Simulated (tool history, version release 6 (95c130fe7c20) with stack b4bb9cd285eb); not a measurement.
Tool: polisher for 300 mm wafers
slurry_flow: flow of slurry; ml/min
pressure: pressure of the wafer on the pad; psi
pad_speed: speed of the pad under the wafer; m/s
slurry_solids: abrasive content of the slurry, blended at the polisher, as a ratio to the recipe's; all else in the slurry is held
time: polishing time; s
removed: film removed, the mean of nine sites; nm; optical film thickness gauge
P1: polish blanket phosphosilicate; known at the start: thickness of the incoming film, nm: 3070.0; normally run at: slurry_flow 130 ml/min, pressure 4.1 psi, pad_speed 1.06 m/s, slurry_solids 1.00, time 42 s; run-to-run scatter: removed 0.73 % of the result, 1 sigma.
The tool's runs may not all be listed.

run,hour,slurry_flow,pressure,pad_speed,slurry_solids,time,removed
1,16.3,130,4.1,1.06,1.00,42,518.79
2,28.9,130,4.1,1.48,0.70,42,570.10
3,46.7,130,4.1,1.06,1.00,42,520.09
4,54.9,130,5.9,1.06,1.00,42,745.32
5,64.8,130,4.1,1.06,1.00,42,520.61
# hour 67.6: slurry blender recalibrated
6,73.1,130,4.1,1.06,1.00,55,677.58
7,92.0,130,4.1,1.06,1.40,42,592.62
8,108.0,130,4.1,1.48,1.00,42,675.67
9,117.9,130,4.1,1.06,1.00,42,517.73
10,130.2,130,4.1,0.64,1.00,42,345.01
11,140.2,80,4.1,1.06,1.00,42,460.42
12,148.8,130,4.1,1.06,0.65,42,417.28
13,159.8,130,4.1,1.06,1.00,20,247.96
14,177.1,130,2.0,1.06,1.00,42,251.32
15,189.7,130,4.1,1.06,1.00,42,510.07
16,201.3,190,4.1,1.06,1.00,42,555.16
17,215.6,130,4.1,1.06,1.00,42,511.07

Forecast run 18:
18,232.5,130,4.1,1.06,1.00,42,?

Run 18 gave removed 497.68 nm.

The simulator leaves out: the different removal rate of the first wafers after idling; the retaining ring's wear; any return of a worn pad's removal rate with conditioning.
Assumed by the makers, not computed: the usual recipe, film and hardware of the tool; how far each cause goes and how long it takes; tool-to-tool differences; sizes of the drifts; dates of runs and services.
